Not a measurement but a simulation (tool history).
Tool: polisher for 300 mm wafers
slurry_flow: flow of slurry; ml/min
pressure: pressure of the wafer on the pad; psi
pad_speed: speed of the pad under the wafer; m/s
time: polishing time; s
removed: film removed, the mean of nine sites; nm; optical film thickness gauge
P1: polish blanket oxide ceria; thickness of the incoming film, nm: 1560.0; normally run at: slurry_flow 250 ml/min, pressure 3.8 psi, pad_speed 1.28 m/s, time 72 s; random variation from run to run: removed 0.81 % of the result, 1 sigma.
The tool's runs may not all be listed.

{"run": 1, "hour": 7.1, "slurry_flow": 250, "pressure": 3.8, "pad_speed": 1.28, "time": 72, "removed": 456.79}
{"run": 2, "hour": 11.4, "slurry_flow": 250, "pressure": 3.8, "pad_speed": 0.58, "time": 72, "removed": 209.17}
{"run": 3, "hour": 18.0, "slurry_flow": 380, "pressure": 3.8, "pad_speed": 1.66, "time": 72, "removed": 618.72}
{"run": 4, "hour": 24.0, "slurry_flow": 250, "pressure": 3.8, "pad_speed": 1.28, "time": 114, "removed": 738.23}
{"run": 5, "hour": 29.7, "slurry_flow": 395, "pressure": 3.8, "pad_speed": 1.28, "time": 72, "removed": 480.74}
{"run": 6, "hour": 35.8, "slurry_flow": 250, "pressure": 3.8, "pad_speed": 1.28, "time": 72, "removed": 459.34}
{"run": 7, "hour": 39.2, "slurry_flow": 250, "pressure": 3.8, "pad_speed": 1.28, "time": 72, "removed": 458.36}
{"hour": 40.6, "done": "worn pad replaced by a new one"}
{"run": 8, "hour": 45.6, "slurry_flow": 250, "pressure": 1.9, "pad_speed": 1.28, "time": 72, "removed": 234.91}
{"run": 9, "hour": 51.9, "slurry_flow": 250, "pressure": 3.8, "pad_speed": 1.88, "time": 72, "removed": 672.66}
{"run": 10, "hour": 57.7, "slurry_flow": 150, "pressure": 3.8, "pad_speed": 1.28, "time": 72, "removed": 435.09}
{"run": 11, "hour": 64.0, "slurry_flow": 250, "pressure": 3.8, "pad_speed": 1.28, "time": 72, "removed": 457.23}
{"run": 12, "hour": 68.0, "slurry_flow": 250, "pressure": 3.8, "pad_speed": 1.28, "time": 72, "removed": 457.26}
{"run": 13, "hour": 72.4, "slurry_flow": 250, "pressure": 5.3, "pad_speed": 1.28, "time": 72, "removed": 649.81}
{"run": 14, "hour": 76.5, "slurry_flow": 250, "pressure": 3.8, "pad_speed": 0.88, "time": 107, "removed": 470.5}
{"run": 15, "hour": 82.8, "slurry_flow": 250, "pressure": 3.8, "pad_speed": 1.28, "time": 72, "removed": 461.51}
{"run": 16, "hour": 89.7, "slurry_flow": 250, "pressure": 3.8, "pad_speed": 1.28, "time": 47, "removed": 302.31}
{"run": 17, "hour": 96.8, "slurry_flow": 250, "pressure": 5.4, "pad_speed": 1.28, "time": 45, "removed": 410.32}
{"run": 18, "hour": 102.9, "slurry_flow": 250, "pressure": 3.8, "pad_speed": 1.28, "time": 72, "removed": 464.82}
{"run": 19, "hour": 106.8, "slurry_flow": 250, "pressure": 3.8, "pad_speed": 1.28, "time": 72, "removed": 460.47}
{"run": 20, "hour": 114.3, "slurry_flow": 250, "pressure": 3.8, "pad_speed": 1.28, "time": 72, "removed": 447.41}
{"run": 21, "hour": 118.8, "slurry_flow": 250, "pressure": 3.8, "pad_speed": 1.28, "time": 72, "removed": 444.22}
{"hour": 121.3, "done": "worn pad replaced by a new one"}
{"run": 22, "hour": 125.2, "slurry_flow": 250, "pressure": 3.8, "pad_speed": 1.28, "time": 72, "removed": 441.55}
{"run": 23, "hour": 132.0, "slurry_flow": 250, "pressure": 3.8, "pad_speed": 1.28, "time": 72, "removed": 442.33}
{"run": 24, "hour": 137.3, "slurry_flow": 250, "pressure": 3.8, "pad_speed": 1.28, "time": 72, "removed": 439.24}
{"run": 25, "hour": 144.3, "slurry_flow": 250, "pressure": 3.8, "pad_speed": 1.28, "time": 72, "removed": 435.35}

What P1 gives has crept away from where it was. These 2 causes fit the log equally well, each at the size given:
A: slurry flow missing at the pad, % = 31.8
B: head's pressure below its setpoint, % = 4.84
The creep began at about hour 102.9.
Why every other cause is out:
removal rate lost through wear of the pad, %: serviced at hour 121.3, which brought nothing back

4 check runs are offered, each on 5 wafers whose results are averaged, their results left as question marks. Which one tells the causes apart?
{"run": "check 1", "hour": 151.3, "slurry_flow": 250, "pressure": 3.8, "pad_speed": 1.58, "time": 72, "removed": "?"}
{"run": "check 2", "hour": 151.3, "slurry_flow": 250, "pressure": 2.9, "pad_speed": 1.28, "time": 58, "removed": "?"}
{"run": "check 3", "hour": 151.3, "slurry_flow": 250, "pressure": 2.8, "pad_speed": 1.28, "time": 72, "removed": "?"}
{"run": "check 4", "hour": 151.3, "slurry_flow": 150, "pressure": 3.8, "pad_speed": 1.28, "time": 109, "removed": "?"}

What each check would give under each cause:
check=check_1 result=removed if_A=543.00 if_B=543.03
check=check_2 result=removed if_A=270.44 if_B=270.45
check=check_3 result=removed if_A=324.14 if_B=324.16
check=check_4 result=removed if_A=602.19 if_B=620.55
How far apart the two closest causes lie, in the result that separates them most: check 1 0.01 %; check 2 0.01 %; check 3 0.01 %; check 4 3 %
Check 4 tells the causes apart: in the others they would give nearly the same result.

Then check 4 was run and gave: removed 601.84 nm. Which cause is it?

It is A: slurry flow missing at the pad, %.
